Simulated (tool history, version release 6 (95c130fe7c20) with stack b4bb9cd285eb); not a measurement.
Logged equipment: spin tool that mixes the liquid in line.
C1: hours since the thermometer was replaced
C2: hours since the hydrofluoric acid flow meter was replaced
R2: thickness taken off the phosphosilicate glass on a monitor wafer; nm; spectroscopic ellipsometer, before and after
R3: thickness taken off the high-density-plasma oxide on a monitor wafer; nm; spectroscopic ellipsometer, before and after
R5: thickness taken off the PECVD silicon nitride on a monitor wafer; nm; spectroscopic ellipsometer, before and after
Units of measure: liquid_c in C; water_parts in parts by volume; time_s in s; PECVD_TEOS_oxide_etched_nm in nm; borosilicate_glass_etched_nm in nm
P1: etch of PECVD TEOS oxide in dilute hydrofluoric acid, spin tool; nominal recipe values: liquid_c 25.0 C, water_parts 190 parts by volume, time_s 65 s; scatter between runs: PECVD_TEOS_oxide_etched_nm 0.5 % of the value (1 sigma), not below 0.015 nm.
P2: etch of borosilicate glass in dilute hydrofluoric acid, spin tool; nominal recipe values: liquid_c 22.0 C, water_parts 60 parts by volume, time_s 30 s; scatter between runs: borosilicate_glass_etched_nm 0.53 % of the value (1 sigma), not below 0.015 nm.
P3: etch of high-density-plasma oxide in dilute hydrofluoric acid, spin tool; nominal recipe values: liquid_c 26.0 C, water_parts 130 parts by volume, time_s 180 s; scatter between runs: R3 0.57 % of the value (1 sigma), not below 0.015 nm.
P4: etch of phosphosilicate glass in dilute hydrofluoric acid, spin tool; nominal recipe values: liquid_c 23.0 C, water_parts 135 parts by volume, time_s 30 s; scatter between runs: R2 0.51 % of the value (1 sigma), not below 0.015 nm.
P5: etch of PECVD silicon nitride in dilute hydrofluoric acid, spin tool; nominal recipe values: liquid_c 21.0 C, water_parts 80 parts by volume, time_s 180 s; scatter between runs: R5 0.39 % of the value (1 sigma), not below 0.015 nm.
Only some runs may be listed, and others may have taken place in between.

run 1 hour=4.5 | process=P1 liquid_c=25.0 water_parts=190 time_s=65 | C1=1183.8 C2=1443.4 | PECVD_TEOS_oxide_etched_nm=7.7259
run 2 hour=7.3 | process=P1 liquid_c=25.0 water_parts=60 time_s=15 | C1=1186.6 C2=1446.2 | PECVD_TEOS_oxide_etched_nm=6.7000
run 3 hour=10.4 | process=P4 liquid_c=28.0 water_parts=135 time_s=30 | C1=1189.7 C2=1449.3 | R2=22.3810
run 4 hour=15.4 | process=P3 liquid_c=26.0 water_parts=130 time_s=95 | C1=1194.7 C2=1454.3 | R3=7.5376
run 5 hour=21.3 | process=P1 liquid_c=25.0 water_parts=190 time_s=110 | C1=1200.6 C2=1460.2 | PECVD_TEOS_oxide_etched_nm=13.1050
run 6 hour=25.6 | process=P1 liquid_c=25.0 water_parts=35 time_s=65 | C1=1204.9 C2=1464.5 | PECVD_TEOS_oxide_etched_nm=51.3040
run 7 hour=30.1 | process=P2 liquid_c=22.0 water_parts=60 time_s=30 | C1=1209.4 C2=1469.0 | borosilicate_glass_etched_nm=18.371
run 8 hour=34.6 | process=P2 liquid_c=27.0 water_parts=60 time_s=30 | C1=1213.9 C2=1473.5 | borosilicate_glass_etched_nm=22.400
run 9 hour=39.2 | process=P1 liquid_c=25.0 water_parts=190 time_s=65 | C1=1218.5 C2=1478.1 | PECVD_TEOS_oxide_etched_nm=7.8889
run 10 hour=42.9 | process=P3 liquid_c=19.0 water_parts=130 time_s=180 | C1=1222.2 C2=1481.8 | R3=10.9110
run 11 hour=46.1 | process=P5 liquid_c=21.0 water_parts=80 time_s=180 | C1=1225.4 C2=1485.0 | R5=7.9519
run 12 hour=49.3 | process=P1 liquid_c=25.0 water_parts=190 time_s=65 | C1=1228.6 C2=1488.2 | PECVD_TEOS_oxide_etched_nm=7.7608
run 13 hour=52.5 | process=P1 liquid_c=25.0 water_parts=260 time_s=65 | C1=1231.8 C2=1491.4 | PECVD_TEOS_oxide_etched_nm=5.2650
run 14 hour=58.5 | process=P4 liquid_c=23.0 water_parts=135 time_s=30 | C1=1237.8 C2=1497.4 | R2=18.7080
run 15 hour=63.3 | process=P1 liquid_c=31.5 water_parts=190 time_s=65 | C1=1242.6 C2=1502.2 | PECVD_TEOS_oxide_etched_nm=9.7663
run 16 hour=68.1 | process=P1 liquid_c=19.0 water_parts=190 time_s=65 | C1=1247.4 C2=1507.0 | PECVD_TEOS_oxide_etched_nm=6.1227
run 17 hour=71.2 | process=P3 liquid_c=26.0 water_parts=130 time_s=180 | C1=1250.5 C2=1510.1 | R3=14.4030
run 18 hour=75.7 | process=P5 liquid_c=21.0 water_parts=80 time_s=300 | C1=1255.0 C2=1514.6 | R5=13.3950
run 19 hour=80.5 | process=P3 liquid_c=26.0 water_parts=130 time_s=180 | C1=1259.8 C2=1519.4 | R3=14.2810
run 20 hour=85.7 | process=P2 liquid_c=22.0 water_parts=100 time_s=30 | C1=1265.0 C2=1524.6 | borosilicate_glass_etched_nm=10.498
run 21 hour=89.6 | process=P5 liquid_c=21.0 water_parts=130 time_s=180 | C1=1268.9 C2=1528.5 | R5=4.9910
run 22 hour=95.1 | process=P3 liquid_c=26.0 water_parts=190 time_s=180 | C1=1274.4 C2=1534.0 | R3=9.1770
run 23 hour=99.5 | process=P4 liquid_c=23.0 water_parts=230 time_s=30 | C1=1278.8 C2=1538.4 | R2=9.8081
-- hour=100.1 thermometer replaced
run 24 hour=104.4 | process=P1 liquid_c=25.0 water_parts=190 time_s=65 | C1=4.4 C2=1543.3 | PECVD_TEOS_oxide_etched_nm=7.8445
run 25 hour=109.5 | process=P5 liquid_c=17.0 water_parts=80 time_s=180 | C1=9.5 C2=1548.4 | R5=6.0927
run 26 hour=114.5 | process=P4 liquid_c=23.0 water_parts=135 time_s=30 | C1=14.5 C2=1553.4 | R2=18.6410
run 27 hour=119.6 | process=P2 liquid_c=22.0 water_parts=60 time_s=60 | C1=19.6 C2=1558.5 | borosilicate_glass_etched_nm=36.965
run 28 hour=124.5 | process=P4 liquid_c=23.0 water_parts=135 time_s=15 | C1=24.5 C2=1563.4 | R2=9.3050
run 29 hour=129.1 | process=P1 liquid_c=25.0 water_parts=190 time_s=25 | C1=29.1 C2=1568.0 | PECVD_TEOS_oxide_etched_nm=2.9801
run 30 hour=133.6 | process=P1 liquid_c=25.0 water_parts=190 time_s=65 | C1=33.6 C2=1572.5 | PECVD_TEOS_oxide_etched_nm=7.7246
run 31 hour=136.4 | process=P1 liquid_c=25.0 water_parts=190 time_s=65 | C1=36.4 C2=1575.3 | PECVD_TEOS_oxide_etched_nm=7.9802
run 32 hour=139.3 | process=P1 liquid_c=25.0 water_parts=190 time_s=65 | C1=39.3 C2=1578.2 | PECVD_TEOS_oxide_etched_nm=8.0981
run 33 hour=144.7 | process=P1 liquid_c=25.0 water_parts=190 time_s=65 | C1=44.7 C2=1583.6 | PECVD_TEOS_oxide_etched_nm=8.3026
run 34 hour=147.9 | process=P1 liquid_c=25.0 water_parts=190 time_s=65 | C1=47.9 C2=1586.8 | PECVD_TEOS_oxide_etched_nm=8.3888
run 35 hour=151.2 | process=P1 liquid_c=25.0 water_parts=190 time_s=65 | C1=51.2 C2=1590.1 | PECVD_TEOS_oxide_etched_nm=8.4233
run 36 hour=155.6 | process=P1 liquid_c=25.0 water_parts=190 time_s=65 | C1=55.6 C2=1594.5 | PECVD_TEOS_oxide_etched_nm=8.3631
run 37 hour=159.1 | process=P1 liquid_c=25.0 water_parts=190 time_s=65 | C1=59.1 C2=1598.0 | PECVD_TEOS_oxide_etched_nm=8.4684

Compared with where it was, what P1 gives has crept away. Each cause listed below fits the log as well as the rest, at the size given for it:
A: hydrofluoric acid flow above the setpoint (%) = 6.45
B: liquid hotter than its thermometer reads (K) = 2.08
Creep in the process output first set in at about hour 133.6.

Which of the 4 check runs listed below separates the causes, so that each cause would produce a clearly different result? Each run uses one wafer, and its results are marked with question marks.
run check 1 hour=162.6 | process=P3 liquid_c=22.5 water_parts=190 time_s=180 | R3=?
run check 2 hour=162.6 | process=P2 liquid_c=26.5 water_parts=85 time_s=30 | borosilicate_glass_etched_nm=?
run check 3 hour=162.6 | process=P4 liquid_c=23.0 water_parts=190 time_s=15 | R2=?
run check 4 hour=162.6 | process=P5 liquid_c=21.0 water_parts=80 time_s=250 | R5=?

What each check would give under each cause:
check=check_1 result=R3 if_A=8.6492 if_B=8.6761
check=check_2 result=borosilicate_glass_etched_nm if_A=16.177 if_B=16.362
check=check_3 result=R2 if_A=6.7082 if_B=6.7253
check=check_4 result=R5 if_A=11.7930 if_B=12.7660
Separation of the two closest causes in each check, using whichever result separates them best: check 1 0.31 %; check 2 1.14 %; check 3 0.25 %; check 4 7.93 %
The other checks would show nearly matching results whichever cause is true, so check 4 is the only one that separates the causes.

With check 4 done, the readings were: R5 11.7860 nm. Identify which of the listed causes applies.

A is the cause: hydrofluoric acid flow above the setpoint (%).

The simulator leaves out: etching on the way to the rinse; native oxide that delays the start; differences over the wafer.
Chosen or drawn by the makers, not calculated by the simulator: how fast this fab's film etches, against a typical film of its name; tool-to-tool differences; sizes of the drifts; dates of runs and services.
